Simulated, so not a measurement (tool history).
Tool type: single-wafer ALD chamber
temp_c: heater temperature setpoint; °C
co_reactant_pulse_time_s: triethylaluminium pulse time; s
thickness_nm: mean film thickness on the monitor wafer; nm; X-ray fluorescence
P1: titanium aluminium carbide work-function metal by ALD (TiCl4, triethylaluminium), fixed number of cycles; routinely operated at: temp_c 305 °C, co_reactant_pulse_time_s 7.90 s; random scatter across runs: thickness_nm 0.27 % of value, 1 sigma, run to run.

| run | day | temp_c | co_reactant_pulse_time_s | thickness_nm |
|---|---|---|---|---|
| 1 | 0.525 | 305 | 7.90 | 2.0479 |
| 2 | 0.788 | 305 | 7.90 | 2.0456 |
| 3 | 1.067 | 280 | 7.90 | 1.8369 |
| 4 | 1.346 | 317 | 11.11 | 2.2668 |
| 5 | 1.596 | 305 | 4.66 | 1.7528 |
| 6 | 1.962 | 329 | 7.90 | 2.2600 |
| 7 | 2.267 | 305 | 7.90 | 2.0516 |
| 8 | 2.529 | 325 | 5.15 | 1.9800 |
| 9 | 2.817 | 305 | 12.57 | 2.1588 |
| 10 | 3.158 | 292 | 4.14 | 1.5714 |
| 11 | 3.425 | 305 | 7.90 | 2.0495 |
| 12 | 3.667 | 305 | 7.90 | 2.0480 |
| 13 | 4.025 | 305 | 7.90 | 2.0422 |
| 14 | 4.483 | 305 | 7.90 | 2.0235 |
| 15 | 4.892 | 305 | 7.90 | 2.0099 |
| 16 | 5.279 | 305 | 7.90 | 2.0150 |
| 17 | 5.696 | 305 | 7.90 | 2.0047 |
| 18 | 6.058 | 305 | 7.90 | 2.0093 |

Predict the results of run 19:
| 19 | 6.462 | 305 | 7.90 | ? |

Logged for run 19: thickness_nm 2.0042 nm.
